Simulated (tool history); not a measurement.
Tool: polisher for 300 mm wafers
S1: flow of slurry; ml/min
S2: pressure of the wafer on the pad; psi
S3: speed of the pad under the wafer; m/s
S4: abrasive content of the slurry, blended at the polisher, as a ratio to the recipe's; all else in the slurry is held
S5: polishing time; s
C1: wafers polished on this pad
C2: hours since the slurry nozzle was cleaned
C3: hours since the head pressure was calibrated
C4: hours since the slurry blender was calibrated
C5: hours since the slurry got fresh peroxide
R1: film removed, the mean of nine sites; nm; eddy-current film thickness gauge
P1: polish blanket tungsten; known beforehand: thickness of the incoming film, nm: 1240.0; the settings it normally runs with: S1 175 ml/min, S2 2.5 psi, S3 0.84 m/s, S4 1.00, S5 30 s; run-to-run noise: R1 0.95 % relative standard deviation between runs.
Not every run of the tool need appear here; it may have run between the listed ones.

Run 1, hour 3.9: S1 175 ml/min, S2 2.5 psi, S3 0.84 m/s, S4 1.00, S5 30 s; C1 611; C2 456.6; C3 318.8; C4 244.9; C5 79.3. Result: R1 73.337 nm.
Run 2, hour 12.0: S1 175 ml/min, S2 2.5 psi, S3 0.84 m/s, S4 1.00, S5 30 s; C1 686; C2 464.7; C3 326.9; C4 253.0; C5 87.4. Result: R1 72.587 nm.
Run 3, hour 16.4: S1 220 ml/min, S2 2.5 psi, S3 0.84 m/s, S4 1.00, S5 30 s; C1 727; C2 469.1; C3 331.3; C4 257.4; C5 91.8. Result: R1 74.958 nm.
Run 4, hour 20.8: S1 175 ml/min, S2 2.5 psi, S3 0.84 m/s, S4 0.55, S5 30 s; C1 768; C2 473.5; C3 335.7; C4 261.8; C5 96.2. Result: R1 62.882 nm.
Run 5, hour 26.9: S1 175 ml/min, S2 2.5 psi, S3 1.14 m/s, S4 1.00, S5 30 s; C1 825; C2 479.6; C3 341.8; C4 267.9; C5 102.3. Result: R1 98.548 nm.
Run 6, hour 34.4: S1 105 ml/min, S2 2.5 psi, S3 0.84 m/s, S4 1.00, S5 30 s; C1 895; C2 487.1; C3 349.3; C4 275.4; C5 109.8. Result: R1 67.073 nm.
Run 7, hour 39.7: S1 175 ml/min, S2 2.5 psi, S3 0.38 m/s, S4 1.00, S5 30 s; C1 945; C2 492.4; C3 354.6; C4 280.7; C5 115.1. Result: R1 32.870 nm.
Run 8, hour 45.7: S1 175 ml/min, S2 2.5 psi, S3 0.84 m/s, S4 1.00, S5 30 s; C1 1001; C2 498.4; C3 360.6; C4 286.7; C5 121.1. Result: R1 73.019 nm.
Run 9, hour 53.6: S1 175 ml/min, S2 2.5 psi, S3 0.84 m/s, S4 1.00, S5 22 s; C1 1074; C2 506.3; C3 368.5; C4 294.6; C5 129.0. Result: R1 52.902 nm.
Run 10, hour 61.6: S1 175 ml/min, S2 2.5 psi, S3 0.84 m/s, S4 1.00, S5 38 s; C1 1149; C2 514.3; C3 376.5; C4 302.6; C5 137.0. Result: R1 91.983 nm.
At hour 64.7: slurry blender recalibrated.
Run 11, hour 68.0: S1 175 ml/min, S2 2.5 psi, S3 1.12 m/s, S4 0.65, S5 30 s; C1 1208; C2 520.7; C3 382.9; C4 3.4; C5 143.4. Result: R1 88.417 nm.
Run 12, hour 73.7: S1 175 ml/min, S2 3.8 psi, S3 0.84 m/s, S4 1.00, S5 30 s; C1 1262; C2 526.4; C3 388.6; C4 9.1; C5 149.1. Result: R1 111.180 nm.
Run 13, hour 80.2: S1 175 ml/min, S2 1.5 psi, S3 0.84 m/s, S4 1.00, S5 30 s; C1 1322; C2 532.9; C3 395.1; C4 15.6; C5 155.6. Result: R1 43.881 nm.
Run 14, hour 86.1: S1 175 ml/min, S2 2.5 psi, S3 0.84 m/s, S4 1.30, S5 30 s; C1 1377; C2 538.8; C3 401.0; C4 21.5; C5 161.5. Result: R1 77.016 nm.
Run 15, hour 94.0: S1 175 ml/min, S2 2.5 psi, S3 0.84 m/s, S4 1.00, S5 30 s; C1 1451; C2 546.7; C3 408.9; C4 29.4; C5 169.4. Result: R1 72.396 nm.
Run 16, hour 98.0: S1 130 ml/min, S2 2.5 psi, S3 1.06 m/s, S4 1.00, S5 30 s; C1 1488; C2 550.7; C3 412.9; C4 33.4; C5 173.4. Result: R1 88.018 nm.
Run 17, hour 101.9: S1 175 ml/min, S2 2.5 psi, S3 0.84 m/s, S4 1.00, S5 30 s; C1 1524; C2 554.6; C3 416.8; C4 37.3; C5 177.3. Result: R1 72.846 nm.
Run 18, hour 108.5: S1 175 ml/min, S2 2.5 psi, S3 0.84 m/s, S4 1.00, S5 30 s; C1 1586; C2 561.2; C3 423.4; C4 43.9; C5 183.9. Result: R1 71.025 nm.
Run 19, hour 115.5: S1 175 ml/min, S2 2.5 psi, S3 0.84 m/s, S4 1.00, S5 30 s; C1 1651; C2 568.2; C3 430.4; C4 50.9; C5 190.9. Result: R1 70.394 nm.
Run 20, hour 123.7: S1 175 ml/min, S2 2.5 psi, S3 0.84 m/s, S4 1.00, S5 30 s; C1 1728; C2 576.4; C3 438.6; C4 59.1; C5 199.1. Result: R1 68.904 nm.
At hour 126.4: slurry tank refilled with fresh slurry and peroxide.
At hour 128.1: slurry blender recalibrated.
Run 21, hour 131.3: S1 175 ml/min, S2 2.5 psi, S3 0.84 m/s, S4 1.00, S5 30 s; C1 1798; C2 584.0; C3 446.2; C4 3.2; C5 4.9. Result: R1 69.378 nm.
At hour 136.4: head pressure recalibrated.
Run 22, hour 136.7: S1 175 ml/min, S2 2.5 psi, S3 0.84 m/s, S4 1.00, S5 30 s; C1 1849; C2 589.4; C3 0.4; C4 8.6; C5 10.3. Result: R1 68.106 nm.
Run 23, hour 140.4: S1 175 ml/min, S2 2.5 psi, S3 0.84 m/s, S4 1.00, S5 30 s; C1 1883; C2 593.1; C3 4.1; C4 12.3; C5 14.0. Result: R1 67.157 nm.
Run 24, hour 148.2: S1 175 ml/min, S2 2.5 psi, S3 0.84 m/s, S4 1.00, S5 30 s; C1 1956; C2 600.9; C3 11.9; C4 20.1; C5 21.8. Result: R1 66.625 nm.
Run 25, hour 156.1: S1 175 ml/min, S2 2.5 psi, S3 0.84 m/s, S4 1.00, S5 30 s; C1 2030; C2 608.8; C3 19.8; C4 28.0; C5 29.7. Result: R1 67.715 nm.
Run 26, hour 161.0: S1 175 ml/min, S2 2.5 psi, S3 0.84 m/s, S4 1.00, S5 30 s; C1 2075; C2 613.7; C3 24.7; C4 32.9; C5 34.6. Result: R1 68.466 nm.

What does the tool deliver on the next run?
Run 27, hour 165.6: S1 175 ml/min, S2 2.5 psi, S3 0.84 m/s, S4 1.00, S5 30 s; C1 2118; C2 618.3; C3 29.3; C4 37.5; C5 39.2. Result: R1 ?.

R1: 68.513 nm
